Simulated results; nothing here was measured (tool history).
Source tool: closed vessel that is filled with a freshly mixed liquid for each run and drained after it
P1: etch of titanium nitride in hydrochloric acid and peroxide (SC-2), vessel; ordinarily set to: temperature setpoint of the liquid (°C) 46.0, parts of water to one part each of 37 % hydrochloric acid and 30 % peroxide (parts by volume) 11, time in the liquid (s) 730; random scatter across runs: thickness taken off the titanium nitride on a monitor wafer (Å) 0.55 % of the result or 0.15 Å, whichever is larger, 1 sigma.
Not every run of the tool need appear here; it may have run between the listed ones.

run,hour,temperature setpoint of the liquid (°C),parts of water to one part each of 37 % hydrochloric acid and 30 % peroxide (parts by volume),time in the liquid (s),thickness taken off the titanium nitride on a monitor wafer (Å)
1,8.8,46.0,11,730,175.440
2,22.8,46.0,11,730,172.760
3,40.4,46.0,11,730,174.070
4,48.8,60.5,11,730,448.030
5,61.5,46.0,11,730,174.520
6,72.5,46.0,18,730,112.740
7,80.6,35.0,11,200,22.062
8,98.5,46.0,11,115,27.129
9,108.6,46.0,11,1315,315.050
10,120.1,46.0,11,730,171.660
11,131.4,37.0,7,730,132.670
12,140.2,46.0,4,730,378.330
13,148.7,35.0,11,730,79.479
14,164.3,46.0,11,730,173.570

Forecast run 15:
15,175.1,46.0,11,730,?

thickness taken off the titanium nitride on a monitor wafer (Å): 181.180
